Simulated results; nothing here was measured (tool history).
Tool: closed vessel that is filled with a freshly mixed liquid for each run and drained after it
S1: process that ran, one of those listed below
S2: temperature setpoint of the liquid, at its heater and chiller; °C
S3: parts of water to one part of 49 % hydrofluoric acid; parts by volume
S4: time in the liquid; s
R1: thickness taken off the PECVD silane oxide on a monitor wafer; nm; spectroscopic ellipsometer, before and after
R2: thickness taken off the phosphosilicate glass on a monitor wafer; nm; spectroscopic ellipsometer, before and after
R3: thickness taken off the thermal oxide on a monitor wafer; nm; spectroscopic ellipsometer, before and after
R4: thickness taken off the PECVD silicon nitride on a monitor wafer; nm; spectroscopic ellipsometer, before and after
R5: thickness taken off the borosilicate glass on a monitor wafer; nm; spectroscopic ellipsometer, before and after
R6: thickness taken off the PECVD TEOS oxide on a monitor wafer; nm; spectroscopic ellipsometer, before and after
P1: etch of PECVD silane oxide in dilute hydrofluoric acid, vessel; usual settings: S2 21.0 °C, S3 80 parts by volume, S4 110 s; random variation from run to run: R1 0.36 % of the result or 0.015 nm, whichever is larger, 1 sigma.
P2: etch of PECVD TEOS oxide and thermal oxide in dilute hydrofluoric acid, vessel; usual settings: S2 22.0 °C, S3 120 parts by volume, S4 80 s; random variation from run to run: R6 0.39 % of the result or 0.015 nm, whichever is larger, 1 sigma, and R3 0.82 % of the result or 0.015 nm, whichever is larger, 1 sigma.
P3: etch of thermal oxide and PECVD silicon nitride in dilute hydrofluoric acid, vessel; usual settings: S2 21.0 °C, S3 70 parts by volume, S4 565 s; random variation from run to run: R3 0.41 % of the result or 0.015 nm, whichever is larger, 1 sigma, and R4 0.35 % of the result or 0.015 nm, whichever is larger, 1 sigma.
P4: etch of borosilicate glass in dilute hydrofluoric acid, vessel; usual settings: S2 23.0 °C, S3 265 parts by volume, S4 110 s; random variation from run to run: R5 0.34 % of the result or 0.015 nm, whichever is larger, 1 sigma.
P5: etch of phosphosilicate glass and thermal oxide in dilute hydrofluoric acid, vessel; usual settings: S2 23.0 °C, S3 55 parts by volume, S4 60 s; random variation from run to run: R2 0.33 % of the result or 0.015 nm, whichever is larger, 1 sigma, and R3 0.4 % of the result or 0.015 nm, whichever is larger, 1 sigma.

Run 1, hour 8.1: S1 P1, S2 21.0 °C, S3 80 parts by volume, S4 110 s. Result: R1 32.7350 nm.
Run 2, hour 13.8: S1 P1, S2 21.0 °C, S3 80 parts by volume, S4 30 s. Result: R1 8.9856 nm.
Run 3, hour 21.8: S1 P1, S2 21.0 °C, S3 80 parts by volume, S4 110 s. Result: R1 32.9900 nm.
Run 4, hour 32.5: S1 P5, S2 17.5 °C, S3 55 parts by volume, S4 60 s. Result: R2 170.71 nm, R3 4.0389 nm.
Run 5, hour 38.1: S1 P3, S2 21.0 °C, S3 70 parts by volume, S4 70 s. Result: R3 4.4348 nm, R4 1.5906 nm.
Run 6, hour 50.5: S1 P1, S2 21.0 °C, S3 115 parts by volume, S4 110 s. Result: R1 21.8580 nm.
Run 7, hour 60.2: S1 P4, S2 23.0 °C, S3 65 parts by volume, S4 110 s. Result: R5 52.6200 nm.
Run 8, hour 67.7: S1 P1, S2 21.0 °C, S3 80 parts by volume, S4 110 s. Result: R1 32.7120 nm.
Run 9, hour 77.0: S1 P3, S2 21.0 °C, S3 70 parts by volume, S4 565 s. Result: R3 36.0760 nm, R4 12.9130 nm.
Run 10, hour 88.7: S1 P1, S2 21.0 °C, S3 80 parts by volume, S4 110 s. Result: R1 33.0160 nm.
Run 11, hour 98.0: S1 P1, S2 21.0 °C, S3 80 parts by volume, S4 110 s. Result: R1 32.5960 nm.
Run 12, hour 104.1: S1 P4, S2 23.0 °C, S3 265 parts by volume, S4 110 s. Result: R5 10.3740 nm.
Run 13, hour 115.0: S1 P3, S2 25.0 °C, S3 70 parts by volume, S4 565 s. Result: R3 42.0760 nm, R4 16.8380 nm.
Run 14, hour 126.0: S1 P2, S2 22.0 °C, S3 120 parts by volume, S4 80 s. Result: R3 2.8351 nm, R6 5.5966 nm.
Run 15, hour 134.9: S1 P4, S2 23.0 °C, S3 265 parts by volume, S4 110 s. Result: R5 10.3370 nm.
Run 16, hour 141.2: S1 P1, S2 21.0 °C, S3 80 parts by volume, S4 175 s. Result: R1 52.3070 nm.
Run 17, hour 153.6: S1 P1, S2 21.0 °C, S3 80 parts by volume, S4 110 s. Result: R1 32.7660 nm.
At hour 160.6: hydrofluoric acid flow meter replaced.
Run 18, hour 163.1: S1 P5, S2 23.0 °C, S3 55 parts by volume, S4 60 s. Result: R2 214.19 nm, R3 5.0939 nm.
Run 19, hour 172.2: S1 P1, S2 21.0 °C, S3 20 parts by volume, S4 175 s. Result: R1 223.8900 nm.
Run 20, hour 178.4: S1 P1, S2 25.5 °C, S3 80 parts by volume, S4 110 s. Result: R1 39.2990 nm.
Run 21, hour 187.1: S1 P4, S2 30.5 °C, S3 265 parts by volume, S4 110 s. Result: R5 13.3830 nm.
Run 22, hour 197.2: S1 P4, S2 23.0 °C, S3 265 parts by volume, S4 50 s. Result: R5 4.7112 nm.
Run 23, hour 204.0: S1 P2, S2 22.0 °C, S3 210 parts by volume, S4 80 s. Result: R3 1.4613 nm, R6 2.9249 nm.
Run 24, hour 214.7: S1 P1, S2 17.0 °C, S3 80 parts by volume, S4 110 s. Result: R1 27.8050 nm.
Run 25, hour 222.6: S1 P1, S2 21.0 °C, S3 35 parts by volume, S4 110 s. Result: R1 79.2220 nm.
Run 26, hour 232.7: S1 P5, S2 23.0 °C, S3 55 parts by volume, S4 110 s. Result: R2 395.47 nm, R3 9.3186 nm.
Run 27, hour 240.7: S1 P2, S2 22.0 °C, S3 120 parts by volume, S4 30 s. Result: R3 1.0794 nm, R6 2.1364 nm.
Run 28, hour 249.6: S1 P1, S2 21.0 °C, S3 80 parts by volume, S4 110 s. Result: R1 32.7550 nm.
Run 29, hour 257.5: S1 P5, S2 23.0 °C, S3 90 parts by volume, S4 60 s. Result: R2 126.29 nm, R3 2.9620 nm.
Run 30, hour 269.8: S1 P2, S2 17.0 °C, S3 120 parts by volume, S4 80 s. Result: R3 2.3220 nm, R6 4.5314 nm.
Run 31, hour 281.6: S1 P2, S2 22.0 °C, S3 120 parts by volume, S4 80 s. Result: R3 2.8321 nm, R6 5.5741 nm.
Run 32, hour 291.6: S1 P3, S2 21.0 °C, S3 70 parts by volume, S4 565 s. Result: R3 35.9690 nm, R4 12.8360 nm.
Run 33, hour 299.5: S1 P3, S2 21.0 °C, S3 125 parts by volume, S4 565 s. Result: R3 18.8950 nm, R4 7.2907 nm.
Run 34, hour 308.2: S1 P1, S2 21.0 °C, S3 80 parts by volume, S4 110 s. Result: R1 32.8130 nm.
Run 35, hour 315.8: S1 P1, S2 21.0 °C, S3 80 parts by volume, S4 110 s. Result: R1 32.1370 nm.
Run 36, hour 326.9: S1 P1, S2 21.0 °C, S3 80 parts by volume, S4 110 s. Result: R1 31.1910 nm.
Run 37, hour 336.4: S1 P1, S2 21.0 °C, S3 80 parts by volume, S4 110 s. Result: R1 30.8800 nm.
Run 38, hour 347.8: S1 P1, S2 21.0 °C, S3 80 parts by volume, S4 110 s. Result: R1 30.8890 nm.
Run 39, hour 355.2: S1 P1, S2 21.0 °C, S3 80 parts by volume, S4 110 s. Result: R1 30.6520 nm.
Run 40, hour 362.9: S1 P1, S2 21.0 °C, S3 80 parts by volume, S4 110 s. Result: R1 30.5650 nm.
Run 41, hour 374.2: S1 P1, S2 21.0 °C, S3 80 parts by volume, S4 110 s. Result: R1 30.3690 nm.
Run 42, hour 382.2: S1 P1, S2 21.0 °C, S3 80 parts by volume, S4 110 s. Result: R1 30.2110 nm.
Run 43, hour 391.2: S1 P1, S2 21.0 °C, S3 80 parts by volume, S4 110 s. Result: R1 30.3910 nm.
Run 44, hour 397.9: S1 P1, S2 21.0 °C, S3 80 parts by volume, S4 110 s. Result: R1 30.0460 nm.
Run 45, hour 409.5: S1 P1, S2 21.0 °C, S3 80 parts by volume, S4 110 s. Result: R1 30.0900 nm.

What P1 gives has crept away from where it was. These 2 causes fit the log equally well, each at the size given:
A: liquid colder than its thermometer reads (K) = 1.99
B: hydrofluoric acid flow below the setpoint (%) = 7.24
The creep began at about hour 308.2.

4 check runs are offered, one wafer each, their results left as question marks. Which one tells the causes apart?
Run check 1, hour 421.1: S1 P2, S2 17.0 °C, S3 120 parts by volume, S4 80 s. Result: R3 ?, R6 ?.
Run check 2, hour 421.1: S1 P4, S2 28.0 °C, S3 70 parts by volume, S4 110 s. Result: R5 ?.
Run check 3, hour 421.1: S1 P5, S2 19.0 °C, S3 75 parts by volume, S4 60 s. Result: R2 ?, R3 ?.
Run check 4, hour 421.1: S1 P3, S2 21.0 °C, S3 100 parts by volume, S4 175 s. Result: R3 ?, R4 ?.

What each check would give under each cause:
  check  result     if A     if B
check 1      R3   2.1199   2.1182
check 1      R6   4.1964   4.1929
check 2      R5  54.8150  54.5850
check 3      R2   120.18   120.51
check 3      R3   2.8346   2.8425
check 4      R3   6.9292   6.9130
check 4      R4   2.4584   2.6153
How far apart the two closest causes lie, in the result that separates them most: check 1 0.08 %; check 2 0.42 %; check 3 0.28 %; check 4 6.19 %
Check 4 tells the causes apart: in the others they would give nearly the same result.

Check 4 was then run and gave: R3 6.9399 nm; R4 2.4238 nm. Which cause is it?

It is A: liquid colder than its thermometer reads (K).

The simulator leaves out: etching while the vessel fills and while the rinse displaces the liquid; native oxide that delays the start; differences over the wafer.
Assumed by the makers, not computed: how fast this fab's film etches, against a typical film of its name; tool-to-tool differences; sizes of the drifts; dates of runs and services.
